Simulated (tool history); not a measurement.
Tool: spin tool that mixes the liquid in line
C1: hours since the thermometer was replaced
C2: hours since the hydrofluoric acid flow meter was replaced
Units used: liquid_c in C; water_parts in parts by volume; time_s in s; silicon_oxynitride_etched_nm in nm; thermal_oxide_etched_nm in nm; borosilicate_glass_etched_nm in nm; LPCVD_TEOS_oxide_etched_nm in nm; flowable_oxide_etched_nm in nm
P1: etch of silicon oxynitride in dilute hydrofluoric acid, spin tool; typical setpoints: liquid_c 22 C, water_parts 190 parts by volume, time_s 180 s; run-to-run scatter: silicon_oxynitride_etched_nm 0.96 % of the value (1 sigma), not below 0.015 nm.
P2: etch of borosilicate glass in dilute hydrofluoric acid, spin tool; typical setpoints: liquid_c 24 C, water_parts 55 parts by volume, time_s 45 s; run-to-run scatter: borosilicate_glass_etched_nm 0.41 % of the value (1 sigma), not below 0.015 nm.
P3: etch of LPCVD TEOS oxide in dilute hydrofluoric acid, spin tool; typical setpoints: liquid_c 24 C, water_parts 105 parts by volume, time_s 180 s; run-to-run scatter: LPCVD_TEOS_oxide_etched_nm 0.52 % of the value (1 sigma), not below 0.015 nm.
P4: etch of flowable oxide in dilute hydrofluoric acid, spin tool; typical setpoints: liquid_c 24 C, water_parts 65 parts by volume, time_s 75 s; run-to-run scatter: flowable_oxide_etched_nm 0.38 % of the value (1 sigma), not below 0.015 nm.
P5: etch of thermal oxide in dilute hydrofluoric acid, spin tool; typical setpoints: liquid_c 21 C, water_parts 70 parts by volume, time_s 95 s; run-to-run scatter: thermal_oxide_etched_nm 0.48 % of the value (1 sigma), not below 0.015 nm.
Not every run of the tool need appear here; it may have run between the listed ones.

run 1 hour=13.1 | process=P1 liquid_c=22 water_parts=190 time_s=180 | C1=1206.3 C2=676.7 | silicon_oxynitride_etched_nm=2.1351
run 2 hour=28.7 | process=P5 liquid_c=21 water_parts=70 time_s=95 | C1=1221.9 C2=692.3 | thermal_oxide_etched_nm=5.93
run 3 hour=43.6 | process=P2 liquid_c=24 water_parts=55 time_s=15 | C1=1236.8 C2=707.2 | borosilicate_glass_etched_nm=16.011
run 4 hour=60.5 | process=P3 liquid_c=31.5 water_parts=105 time_s=180 | C1=1253.7 C2=724.1 | LPCVD_TEOS_oxide_etched_nm=40.054
run 5 hour=72.2 | process=P1 liquid_c=22 water_parts=190 time_s=180 | C1=1265.4 C2=735.8 | silicon_oxynitride_etched_nm=2.1504
run 6 hour=89.7 | process=P2 liquid_c=24 water_parts=55 time_s=45 | C1=1282.9 C2=753.3 | borosilicate_glass_etched_nm=47.999
run 7 hour=106.1 | process=P1 liquid_c=22 water_parts=190 time_s=180 | C1=1299.3 C2=769.7 | silicon_oxynitride_etched_nm=2.1876
run 8 hour=115.4 | process=P5 liquid_c=21 water_parts=20 time_s=95 | C1=1308.6 C2=779 | thermal_oxide_etched_nm=22.181
run 9 hour=124 | process=P1 liquid_c=22 water_parts=190 time_s=180 | C1=1317.2 C2=787.6 | silicon_oxynitride_etched_nm=2.1374
run 10 hour=134.6 | process=P4 liquid_c=24 water_parts=90 time_s=75 | C1=1327.8 C2=798.2 | flowable_oxide_etched_nm=26.897
run 11 hour=146.3 | process=P3 liquid_c=24 water_parts=180 time_s=180 | C1=1339.5 C2=809.9 | LPCVD_TEOS_oxide_etched_nm=16.081
run 12 hour=164.6 | process=P3 liquid_c=24 water_parts=105 time_s=55 | C1=1357.8 C2=828.2 | LPCVD_TEOS_oxide_etched_nm=9.0795
run 13 hour=177.2 | process=P4 liquid_c=18.5 water_parts=65 time_s=75 | C1=1370.4 C2=840.8 | flowable_oxide_etched_nm=30.667
run 14 hour=193.3 | process=P1 liquid_c=26 water_parts=190 time_s=180 | C1=1386.5 C2=856.9 | silicon_oxynitride_etched_nm=2.5539
run 15 hour=205.3 | process=P1 liquid_c=18.5 water_parts=190 time_s=180 | C1=1398.5 C2=868.9 | silicon_oxynitride_etched_nm=1.8111
run 16 hour=214.5 | process=P4 liquid_c=24 water_parts=65 time_s=130 | C1=1407.7 C2=878.1 | flowable_oxide_etched_nm=67.07
run 17 hour=232.3 | process=P1 liquid_c=22 water_parts=190 time_s=70 | C1=1425.5 C2=895.9 | silicon_oxynitride_etched_nm=0.84295
run 18 hour=242.6 | process=P5 liquid_c=17 water_parts=70 time_s=95 | C1=1435.8 C2=906.2 | thermal_oxide_etched_nm=5.0475
run 19 hour=252.4 | process=P1 liquid_c=22 water_parts=35 time_s=180 | C1=1445.6 C2=916 | silicon_oxynitride_etched_nm=13.282
run 20 hour=261.2 | process=P2 liquid_c=24 water_parts=20 time_s=45 | C1=1454.4 C2=924.8 | borosilicate_glass_etched_nm=137.59
run 21 hour=269.7 | process=P1 liquid_c=22 water_parts=325 time_s=180 | C1=1462.9 C2=933.3 | silicon_oxynitride_etched_nm=1.1557
run 22 hour=281.2 | process=P1 liquid_c=22 water_parts=190 time_s=180 | C1=1474.4 C2=944.8 | silicon_oxynitride_etched_nm=2.139
run 23 hour=291.3 | process=P1 liquid_c=22 water_parts=190 time_s=180 | C1=1484.5 C2=954.9 | silicon_oxynitride_etched_nm=2.164
run 24 hour=300.1 | process=P3 liquid_c=24 water_parts=105 time_s=180 | C1=1493.3 C2=963.7 | LPCVD_TEOS_oxide_etched_nm=29.927
run 25 hour=314.1 | process=P5 liquid_c=21 water_parts=70 time_s=95 | C1=1507.3 C2=977.7 | thermal_oxide_etched_nm=5.963
run 26 hour=328.5 | process=P5 liquid_c=21 water_parts=70 time_s=45 | C1=1521.7 C2=992.1 | thermal_oxide_etched_nm=2.8649
run 27 hour=336.8 | process=P1 liquid_c=26 water_parts=190 time_s=325 | C1=1530 C2=1000.4 | silicon_oxynitride_etched_nm=4.5585
run 28 hour=355.5 | process=P1 liquid_c=22 water_parts=190 time_s=335 | C1=1548.7 C2=1019.1 | silicon_oxynitride_etched_nm=3.9812
run 29 hour=364.1 | process=P4 liquid_c=24 water_parts=65 time_s=75 | C1=1557.3 C2=1027.7 | flowable_oxide_etched_nm=38.525
run 30 hour=380.1 | process=P2 liquid_c=18.5 water_parts=55 time_s=45 | C1=1573.3 C2=1043.7 | borosilicate_glass_etched_nm=38.468
run 31 hour=390.6 | process=P1 liquid_c=22 water_parts=190 time_s=180 | C1=1583.8 C2=1054.2 | silicon_oxynitride_etched_nm=2.1622
run 32 hour=409.2 | process=P1 liquid_c=22 water_parts=190 time_s=180 | C1=1602.4 C2=1072.8 | silicon_oxynitride_etched_nm=2.2762
run 33 hour=419.8 | process=P1 liquid_c=22 water_parts=190 time_s=180 | C1=1613 C2=1083.4 | silicon_oxynitride_etched_nm=2.33
run 34 hour=428.4 | process=P1 liquid_c=22 water_parts=190 time_s=180 | C1=1621.6 C2=1092 | silicon_oxynitride_etched_nm=2.3306
run 35 hour=443.1 | process=P1 liquid_c=22 water_parts=190 time_s=180 | C1=1636.3 C2=1106.7 | silicon_oxynitride_etched_nm=2.3707

What does the tool deliver on the next run?
run 36 hour=456 | process=P1 liquid_c=22 water_parts=190 time_s=180 | C1=1649.2 C2=1119.6 | silicon_oxynitride_etched_nm=?

{"run 36": {"silicon_oxynitride_etched_nm": 2.3418}}
